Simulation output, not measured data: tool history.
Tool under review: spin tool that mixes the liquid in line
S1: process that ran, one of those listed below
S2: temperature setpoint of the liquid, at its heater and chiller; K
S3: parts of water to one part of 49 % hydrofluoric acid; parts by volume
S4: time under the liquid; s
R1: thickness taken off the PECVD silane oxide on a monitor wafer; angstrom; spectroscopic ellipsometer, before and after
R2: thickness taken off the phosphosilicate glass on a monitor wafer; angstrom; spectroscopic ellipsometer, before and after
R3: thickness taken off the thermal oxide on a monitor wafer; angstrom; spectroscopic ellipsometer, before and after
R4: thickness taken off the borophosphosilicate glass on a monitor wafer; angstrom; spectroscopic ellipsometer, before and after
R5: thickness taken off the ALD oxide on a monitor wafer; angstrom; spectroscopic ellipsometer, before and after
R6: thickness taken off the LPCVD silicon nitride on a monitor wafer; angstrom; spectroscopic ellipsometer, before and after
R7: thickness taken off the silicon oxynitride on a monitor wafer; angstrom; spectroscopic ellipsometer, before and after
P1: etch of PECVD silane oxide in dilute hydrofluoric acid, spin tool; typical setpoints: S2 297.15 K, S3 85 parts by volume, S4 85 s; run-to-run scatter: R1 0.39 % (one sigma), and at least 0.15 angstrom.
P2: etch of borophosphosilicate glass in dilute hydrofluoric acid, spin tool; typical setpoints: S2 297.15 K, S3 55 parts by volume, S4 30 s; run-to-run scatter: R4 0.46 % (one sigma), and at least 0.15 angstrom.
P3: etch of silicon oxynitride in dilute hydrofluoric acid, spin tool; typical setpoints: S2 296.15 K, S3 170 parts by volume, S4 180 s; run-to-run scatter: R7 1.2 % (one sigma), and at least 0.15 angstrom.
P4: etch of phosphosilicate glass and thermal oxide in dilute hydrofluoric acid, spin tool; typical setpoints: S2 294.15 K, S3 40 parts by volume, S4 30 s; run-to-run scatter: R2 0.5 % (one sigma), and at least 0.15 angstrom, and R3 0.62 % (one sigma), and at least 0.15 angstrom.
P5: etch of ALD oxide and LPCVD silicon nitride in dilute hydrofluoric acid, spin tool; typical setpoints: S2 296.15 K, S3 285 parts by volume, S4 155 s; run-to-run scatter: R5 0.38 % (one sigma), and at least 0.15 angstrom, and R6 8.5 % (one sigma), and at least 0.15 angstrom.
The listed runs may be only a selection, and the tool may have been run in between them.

run 1 hour=6.6 | S1=P1 S2=297.15 S3=85 S4=85 | R1=160.96
run 2 hour=13.2 | S1=P4 S2=294.15 S3=40 S4=15 | R2=599.15 R3=17.011
run 3 hour=17.7 | S1=P4 S2=294.15 S3=70 S4=30 | R2=654.83 R3=18.874
run 4 hour=23.6 | S1=P1 S2=297.15 S3=85 S4=85 | R1=158.94
run 5 hour=30.3 | S1=P2 S2=297.15 S3=55 S4=30 | R4=305.29
run 6 hour=34.6 | S1=P1 S2=302.15 S3=85 S4=85 | R1=194.89
run 7 hour=37.9 | S1=P5 S2=296.15 S3=475 S4=155 | R5=33.981 R6=1.7683
run 8 hour=41.1 | S1=P2 S2=297.15 S3=20 S4=30 | R4=873.62
run 9 hour=44.3 | S1=P5 S2=296.15 S3=285 S4=270 | R5=119.02 R6=4.99
run 10 hour=49.6 | S1=P1 S2=297.15 S3=85 S4=85 | R1=158.72
run 11 hour=56.3 | S1=P1 S2=297.15 S3=85 S4=85 | R1=158.92
run 12 hour=59.5 | S1=P1 S2=297.15 S3=125 S4=85 | R1=102.49
run 13 hour=65.5 | S1=P3 S2=296.15 S3=170 S4=55 | R7=5.357
run 14 hour=72.3 | S1=P1 S2=292.65 S3=85 S4=85 | R1=132.25
run 15 hour=75.4 | S1=P5 S2=304.65 S3=285 S4=155 | R5=90.278 R6=5.153
run 16 hour=79.1 | S1=P1 S2=297.15 S3=40 S4=85 | R1=359.52
run 17 hour=83.5 | S1=P1 S2=297.15 S3=85 S4=145 | R1=271.95
run 18 hour=87 | S1=P3 S2=296.15 S3=170 S4=180 | R7=17.766
run 19 hour=92.7 | S1=P2 S2=297.15 S3=55 S4=30 | R4=304.13
-- hour=95.1 thermometer replaced
run 20 hour=98.1 | S1=P1 S2=297.15 S3=85 S4=85 | R1=159.69
run 21 hour=104.8 | S1=P5 S2=296.15 S3=285 S4=155 | R5=67.905 R6=2.815
run 22 hour=111.7 | S1=P2 S2=297.15 S3=55 S4=60 | R4=612.55
run 23 hour=117.2 | S1=P5 S2=296.15 S3=285 S4=155 | R5=68.361 R6=2.694
run 24 hour=120.7 | S1=P4 S2=290.15 S3=40 S4=30 | R2=1003.7 R3=28.64
run 25 hour=124.2 | S1=P2 S2=303.15 S3=55 S4=30 | R4=386.96
run 26 hour=128.7 | S1=P1 S2=297.15 S3=35 S4=15 | R1=72.722
-- hour=129.1 hydrofluoric acid flow meter replaced
run 27 hour=135.5 | S1=P1 S2=297.15 S3=85 S4=25 | R1=46.711
run 28 hour=141.5 | S1=P3 S2=296.15 S3=60 S4=180 | R7=55.534
run 29 hour=145.7 | S1=P4 S2=294.15 S3=40 S4=30 | R2=1191.2 R3=34.386

Expected results for the next run?
run 30 hour=150.5 | S1=P3 S2=302.15 S3=170 S4=180 | R7=?

{"run 30": {"R7": 23.573}}
